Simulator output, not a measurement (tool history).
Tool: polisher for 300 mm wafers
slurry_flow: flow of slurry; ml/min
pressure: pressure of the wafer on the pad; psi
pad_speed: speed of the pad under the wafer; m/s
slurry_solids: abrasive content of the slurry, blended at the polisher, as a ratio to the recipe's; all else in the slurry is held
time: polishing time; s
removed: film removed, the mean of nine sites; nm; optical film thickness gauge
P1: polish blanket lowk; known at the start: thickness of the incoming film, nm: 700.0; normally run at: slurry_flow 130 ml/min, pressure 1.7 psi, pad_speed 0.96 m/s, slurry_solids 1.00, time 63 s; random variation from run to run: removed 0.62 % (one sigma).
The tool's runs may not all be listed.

run 1 day=0.171 | slurry_flow=130 pressure=1.7 pad_speed=0.96 slurry_solids=1.00 time=63 | removed=21.8370
run 2 day=0.433 | slurry_flow=130 pressure=1.7 pad_speed=0.96 slurry_solids=1.35 time=63 | removed=24.8320
run 3 day=0.650 | slurry_flow=130 pressure=1.7 pad_speed=0.62 slurry_solids=1.00 time=80 | removed=19.5030
run 4 day=0.917 | slurry_flow=130 pressure=1.7 pad_speed=0.96 slurry_solids=1.00 time=63 | removed=21.8480
run 5 day=1.112 | slurry_flow=130 pressure=1.7 pad_speed=0.96 slurry_solids=1.00 time=85 | removed=28.9130
run 6 day=1.308 | slurry_flow=130 pressure=1.7 pad_speed=0.96 slurry_solids=1.00 time=63 | removed=21.6830
run 7 day=1.542 | slurry_flow=130 pressure=1.7 pad_speed=1.20 slurry_solids=1.00 time=63 | removed=25.7350
run 8 day=1.883 | slurry_flow=130 pressure=0.8 pad_speed=0.96 slurry_solids=1.00 time=63 | removed=10.2180
run 9 day=2.167 | slurry_flow=130 pressure=2.3 pad_speed=0.96 slurry_solids=1.00 time=96 | removed=44.7600
run 10 day=2.521 | slurry_flow=80 pressure=1.7 pad_speed=0.96 slurry_solids=1.00 time=63 | removed=19.1580
run 11 day=2.688 | slurry_flow=165 pressure=1.7 pad_speed=0.96 slurry_solids=1.00 time=63 | removed=22.7610
run 12 day=2.929 | slurry_flow=130 pressure=1.7 pad_speed=0.96 slurry_solids=1.00 time=28 | removed=9.5695
run 13 day=3.262 | slurry_flow=130 pressure=1.7 pad_speed=0.96 slurry_solids=0.50 time=63 | removed=14.8170
run 14 day=3.512 | slurry_flow=80 pressure=0.8 pad_speed=0.96 slurry_solids=1.00 time=63 | removed=8.9947
run 15 day=3.817 | slurry_flow=130 pressure=1.7 pad_speed=0.44 slurry_solids=1.00 time=63 | removed=11.6680
run 16 day=3.988 | slurry_flow=130 pressure=1.7 pad_speed=0.96 slurry_solids=1.00 time=63 | removed=21.6940
run 17 day=4.350 | slurry_flow=130 pressure=2.7 pad_speed=0.96 slurry_solids=1.00 time=63 | removed=34.0200
run 18 day=4.625 | slurry_flow=130 pressure=1.7 pad_speed=0.96 slurry_solids=1.00 time=63 | removed=21.8410
run 19 day=4.983 | slurry_flow=130 pressure=1.7 pad_speed=0.96 slurry_solids=1.00 time=63 | removed=20.5070
run 20 day=5.242 | slurry_flow=130 pressure=1.7 pad_speed=0.96 slurry_solids=1.00 time=63 | removed=19.9500
run 21 day=5.425 | slurry_flow=130 pressure=1.7 pad_speed=0.96 slurry_solids=1.00 time=63 | removed=19.8250
run 22 day=5.733 | slurry_flow=130 pressure=1.7 pad_speed=0.96 slurry_solids=1.00 time=63 | removed=19.4890
-- day=5.742 slurry blender recalibrated
-- day=5.762 conditioning disc replaced and pad reconditioned
run 23 day=5.912 | slurry_flow=130 pressure=1.7 pad_speed=0.96 slurry_solids=1.00 time=63 | removed=19.2530

The next listed run, before its measurement:
-- day=5.942 worn pad replaced by a new one
run 24 day=6.158 | slurry_flow=130 pressure=1.7 pad_speed=0.96 slurry_solids=1.00 time=63 | removed=?

Run 24 gave removed 19.2560 nm.
